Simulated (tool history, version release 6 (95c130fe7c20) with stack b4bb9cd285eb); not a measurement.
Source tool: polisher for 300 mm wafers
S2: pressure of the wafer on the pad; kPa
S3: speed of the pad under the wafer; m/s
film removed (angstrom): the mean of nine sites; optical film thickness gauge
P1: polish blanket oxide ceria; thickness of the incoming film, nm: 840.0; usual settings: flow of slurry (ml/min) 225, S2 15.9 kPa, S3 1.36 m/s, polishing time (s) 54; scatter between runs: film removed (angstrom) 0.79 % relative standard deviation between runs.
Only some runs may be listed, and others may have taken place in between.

Run 1, hour 5: flow of slurry (ml/min) 225, S2 15.9 kPa, S3 1.36 m/s, polishing time (s) 54. Result: film removed (angstrom) 1973.6.
Run 2, hour 10.3: flow of slurry (ml/min) 225, S2 15.9 kPa, S3 0.62 m/s, polishing time (s) 54. Result: film removed (angstrom) 886.54.
Run 3, hour 13.3: flow of slurry (ml/min) 225, S2 15.9 kPa, S3 1.36 m/s, polishing time (s) 54. Result: film removed (angstrom) 1953.8.
Run 4, hour 16: flow of slurry (ml/min) 135, S2 15.9 kPa, S3 1.36 m/s, polishing time (s) 77. Result: film removed (angstrom) 2583.4.
Run 5, hour 19.5: flow of slurry (ml/min) 225, S2 15.9 kPa, S3 1.36 m/s, polishing time (s) 54. Result: film removed (angstrom) 1951.1.
Run 6, hour 24.3: flow of slurry (ml/min) 225, S2 15.9 kPa, S3 1.36 m/s, polishing time (s) 54. Result: film removed (angstrom) 1971.4.
Run 7, hour 29.1: flow of slurry (ml/min) 225, S2 15.9 kPa, S3 1.36 m/s, polishing time (s) 81. Result: film removed (angstrom) 2963.7.
Run 8, hour 32.4: flow of slurry (ml/min) 225, S2 24.1 kPa, S3 1.36 m/s, polishing time (s) 54. Result: film removed (angstrom) 3025.2.
Run 9, hour 36.9: flow of slurry (ml/min) 225, S2 24.1 kPa, S3 1.36 m/s, polishing time (s) 75. Result: film removed (angstrom) 4148.6.
Run 10, hour 41.9: flow of slurry (ml/min) 225, S2 15.9 kPa, S3 1.36 m/s, polishing time (s) 54. Result: film removed (angstrom) 1970.3.
Run 11, hour 45.8: flow of slurry (ml/min) 135, S2 15.9 kPa, S3 1.36 m/s, polishing time (s) 54. Result: film removed (angstrom) 1807.6.
Run 12, hour 50: flow of slurry (ml/min) 225, S2 15.9 kPa, S3 1.36 m/s, polishing time (s) 27. Result: film removed (angstrom) 998.11.
Run 13, hour 53.2: flow of slurry (ml/min) 225, S2 15.9 kPa, S3 1.36 m/s, polishing time (s) 54. Result: film removed (angstrom) 1966.4.
Run 14, hour 57: flow of slurry (ml/min) 225, S2 6.9 kPa, S3 1.36 m/s, polishing time (s) 54. Result: film removed (angstrom) 851.68.
At hour 57.3: slurry nozzle cleaned.
Run 15, hour 61.6: flow of slurry (ml/min) 350, S2 15.9 kPa, S3 1.36 m/s, polishing time (s) 54. Result: film removed (angstrom) 2042.8.
Run 16, hour 67.3: flow of slurry (ml/min) 225, S2 15.9 kPa, S3 2.12 m/s, polishing time (s) 54. Result: film removed (angstrom) 3039.5.
Run 17, hour 72.4: flow of slurry (ml/min) 225, S2 15.9 kPa, S3 1.36 m/s, polishing time (s) 54. Result: film removed (angstrom) 1961.9.
Run 18, hour 78.4: flow of slurry (ml/min) 225, S2 15.9 kPa, S3 1.36 m/s, polishing time (s) 54. Result: film removed (angstrom) 1917.2.
Run 19, hour 82.5: flow of slurry (ml/min) 225, S2 15.9 kPa, S3 1.36 m/s, polishing time (s) 54. Result: film removed (angstrom) 1899.7.
Run 20, hour 87.1: flow of slurry (ml/min) 225, S2 15.9 kPa, S3 1.36 m/s, polishing time (s) 54. Result: film removed (angstrom) 1871.7.
Run 21, hour 91.1: flow of slurry (ml/min) 225, S2 15.9 kPa, S3 1.36 m/s, polishing time (s) 54. Result: film removed (angstrom) 1857.
At hour 93.9: worn pad replaced by a new one.
Run 22, hour 96.7: flow of slurry (ml/min) 225, S2 15.9 kPa, S3 1.36 m/s, polishing time (s) 54. Result: film removed (angstrom) 1869.7.
Run 23, hour 100.1: flow of slurry (ml/min) 225, S2 15.9 kPa, S3 1.36 m/s, polishing time (s) 54. Result: film removed (angstrom) 1869.8.
Run 24, hour 103.4: flow of slurry (ml/min) 225, S2 15.9 kPa, S3 1.36 m/s, polishing time (s) 54. Result: film removed (angstrom) 1877.3.

Estimate the outcome of run 25 from the log above:
Run 25, hour 109: flow of slurry (ml/min) 225, S2 15.9 kPa, S3 1.36 m/s, polishing time (s) 54. Result: film removed (angstrom) ?.

film removed (angstrom): 1862.4
